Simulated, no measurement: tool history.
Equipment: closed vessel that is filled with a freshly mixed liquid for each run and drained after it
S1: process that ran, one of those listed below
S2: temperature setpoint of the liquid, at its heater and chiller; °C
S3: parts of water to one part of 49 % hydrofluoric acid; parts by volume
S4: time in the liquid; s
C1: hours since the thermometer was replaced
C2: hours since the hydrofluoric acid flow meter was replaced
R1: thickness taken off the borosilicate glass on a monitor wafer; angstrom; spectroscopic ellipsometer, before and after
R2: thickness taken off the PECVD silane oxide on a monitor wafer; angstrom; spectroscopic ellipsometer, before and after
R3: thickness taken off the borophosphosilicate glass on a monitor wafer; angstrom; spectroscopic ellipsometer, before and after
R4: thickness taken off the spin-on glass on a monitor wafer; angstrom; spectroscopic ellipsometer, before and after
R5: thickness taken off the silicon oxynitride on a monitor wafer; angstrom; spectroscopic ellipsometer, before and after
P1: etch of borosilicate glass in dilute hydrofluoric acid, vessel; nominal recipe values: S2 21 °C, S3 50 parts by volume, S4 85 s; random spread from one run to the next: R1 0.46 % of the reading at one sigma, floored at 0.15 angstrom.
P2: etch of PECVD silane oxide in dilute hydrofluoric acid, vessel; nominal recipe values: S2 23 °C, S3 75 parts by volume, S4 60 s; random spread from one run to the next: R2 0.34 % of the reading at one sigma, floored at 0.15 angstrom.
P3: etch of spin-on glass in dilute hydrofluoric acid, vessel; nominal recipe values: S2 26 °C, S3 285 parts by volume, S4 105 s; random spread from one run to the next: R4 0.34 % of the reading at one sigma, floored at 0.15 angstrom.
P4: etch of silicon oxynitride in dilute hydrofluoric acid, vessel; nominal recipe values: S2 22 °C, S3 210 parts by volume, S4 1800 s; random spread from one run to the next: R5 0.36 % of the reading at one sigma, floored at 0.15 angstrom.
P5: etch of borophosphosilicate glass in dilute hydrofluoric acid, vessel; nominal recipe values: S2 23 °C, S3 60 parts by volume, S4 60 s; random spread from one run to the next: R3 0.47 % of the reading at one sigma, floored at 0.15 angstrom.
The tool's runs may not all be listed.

| run | hour | S1 | S2 | S3 | S4 | C1 | C2 | R1 | R2 | R3 | R4 | R5 |
|---|---|---|---|---|---|---|---|---|---|---|---|---|
| 1 | 6.6 | P1 | 21 | 50 | 85 | 602.5 | 373.4 | 502.57 |  |  |  |  |
| 2 | 16.5 | P2 | 23 | 20 | 60 | 612.4 | 383.3 |  | 1081.8 |  |  |  |
| 3 | 24.5 | P5 | 23 | 60 | 115 | 620.4 | 391.3 |  |  | 808.32 |  |  |
| 4 | 30.3 | P1 | 17 | 50 | 85 | 626.2 | 397.1 | 428.12 |  |  |  |  |
| 5 | 40.2 | P1 | 21 | 50 | 40 | 636.1 | 407 | 237.57 |  |  |  |  |
| 6 | 49.4 | P3 | 26 | 285 | 105 | 645.3 | 416.2 |  |  |  | 148.79 |  |
| 7 | 56.2 | P4 | 18 | 210 | 1800 | 652.1 | 423 |  |  |  |  | 211.81 |
| 8 | 64.5 | P1 | 21 | 50 | 85 | 660.4 | 431.3 | 502.35 |  |  |  |  |
| 9 | 71.8 | P4 | 22 | 210 | 155 | 667.7 | 438.6 |  |  |  |  | 21.907 |
| 10 | 79.6 | P2 | 23 | 75 | 30 | 675.5 | 446.4 |  | 135.05 |  |  |  |
| 11 | 85.4 | P3 | 26 | 415 | 105 | 681.3 | 452.2 |  |  |  | 90.536 |  |
| 12 | 92.3 | P5 | 23 | 40 | 60 | 688.2 | 459.1 |  |  | 653.35 |  |  |
| 13 | 98.6 | P4 | 22 | 210 | 1800 | 694.5 | 465.4 |  |  |  |  | 252.11 |
| 14 | 106.7 | P5 | 23 | 60 | 60 | 702.6 | 473.5 |  |  | 423.62 |  |  |
| 15 | 112.4 | P1 | 27 | 50 | 160 | 708.3 | 479.2 | 1217.6 |  |  |  |  |
| 16 | 121.3 | P3 | 21.5 | 285 | 105 | 717.2 | 488.1 |  |  |  | 127.37 |  |
| 17 | 134.2 | P2 | 28.5 | 75 | 60 | 730.1 | 501 |  | 334.55 |  |  |  |
| 18 | 146.5 | P1 | 28 | 50 | 85 | 742.4 | 513.3 | 676.14 |  |  |  |  |
| 19 | 154 | P2 | 23 | 75 | 60 | 749.9 | 520.8 |  | 270.42 |  |  |  |
| 20 | 161 | P3 | 26 | 285 | 175 | 756.9 | 527.8 |  |  |  | 248.55 |  |
| 21 | 166.7 | P3 | 26 | 285 | 105 | 762.6 | 533.5 |  |  |  | 148.45 |  |
| 22 | 176.5 | P1 | 21 | 85 | 85 | 772.4 | 543.3 | 284.55 |  |  |  |  |
| 23 | 183.8 | P1 | 21 | 50 | 125 | 779.7 | 550.6 | 741.37 |  |  |  |  |
| 24 | 193.1 | P5 | 23 | 60 | 60 | 789 | 559.9 |  |  | 424.96 |  |  |
| 25 | 200.2 | P4 | 22 | 325 | 1800 | 796.1 | 567 |  |  |  |  | 151.36 |
| 26 | 207.8 | P1 | 21 | 25 | 85 | 803.7 | 574.6 | 1041.5 |  |  |  |  |
| 27 | 215.6 | P1 | 21 | 50 | 85 | 811.5 | 582.4 | 498.69 |  |  |  |  |
| 28 | 227.2 | P5 | 19 | 60 | 60 | 823.1 | 594 |  |  | 354.09 |  |  |
| 29 | 237.9 | P1 | 29 | 50 | 40 | 833.8 | 604.7 | 328.85 |  |  |  |  |
| 30 | 248.7 | P1 | 21 | 50 | 85 | 844.6 | 615.5 | 504.35 |  |  |  |  |
| 31 | 259.5 | P1 | 21 | 50 | 85 | 855.4 | 626.3 | 505.83 |  |  |  |  |
| 32 | 266 | P1 | 21 | 50 | 85 | 861.9 | 632.8 | 514.9 |  |  |  |  |
| 33 | 278.3 | P1 | 21 | 50 | 85 | 874.2 | 645.1 | 526.86 |  |  |  |  |
| 34 | 286.8 | P1 | 21 | 50 | 85 | 882.7 | 653.6 | 533.54 |  |  |  |  |
| 35 | 294 | P1 | 21 | 50 | 85 | 889.9 | 660.8 | 535.44 |  |  |  |  |
| 36 | 303.8 | P1 | 21 | 50 | 85 | 899.7 | 670.6 | 540.83 |  |  |  |  |
| 37 | 315.2 | P1 | 21 | 50 | 85 | 911.1 | 682 | 541.19 |  |  |  |  |
| 38 | 322.4 | P1 | 21 | 50 | 85 | 918.3 | 689.2 | 541.41 |  |  |  |  |
| 39 | 330.9 | P1 | 21 | 50 | 85 | 926.8 | 697.7 | 538.58 |  |  |  |  |
| 40 | 342.6 | P1 | 21 | 50 | 85 | 938.5 | 709.4 | 545.58 |  |  |  |  |
| 41 | 350.2 | P1 | 21 | 50 | 85 | 946.1 | 717 | 544.32 |  |  |  |  |

What P1 gives has crept away from where it was. These 2 causes fit the log equally well, each at the size given:
A: hydrofluoric acid flow above the setpoint (%) = 7.08
B: liquid hotter than its thermometer reads (K) = 1.74
Onset of the creep was near hour 259.5.

Question marks stand in for the results of the 4 check runs listed below, each run on one wafer. Under which run would the listed causes show clearly different results?
| check 1 | 357.8 | P2 | 28 | 35 | 60 |  |  |  | ? |  |  |  |
| check 2 | 357.8 | P3 | 26 | 410 | 105 |  |  |  |  |  | ? |  |
| check 3 | 357.8 | P5 | 23 | 60 | 115 |  |  |  |  | ? |  |  |
| check 4 | 357.8 | P4 | 19 | 210 | 1800 |  |  |  |  |  |  | ? |

Outcome of each check run for each possible cause:
| check | result | if A | if B |
|---|---|---|---|
| check 1 | R2 | 801.3 | 799.82 |
| check 2 | R4 | 100.55 | 96.7 |
| check 3 | R3 | 871.49 | 869.39 |
| check 4 | R5 | 237.61 | 238.43 |
How far apart the two closest causes lie, in the result that separates them most: check 1 0.18 %; check 2 3.9 %; check 3 0.24 %; check 4 0.34 %
Check 2 distinguishes between the causes, while the remaining checks would return nearly the same result for all of them.

Here is what check 2 returned: R4 100.34 angstrom. Which cause is it?

It is A: hydrofluoric acid flow above the setpoint (%).

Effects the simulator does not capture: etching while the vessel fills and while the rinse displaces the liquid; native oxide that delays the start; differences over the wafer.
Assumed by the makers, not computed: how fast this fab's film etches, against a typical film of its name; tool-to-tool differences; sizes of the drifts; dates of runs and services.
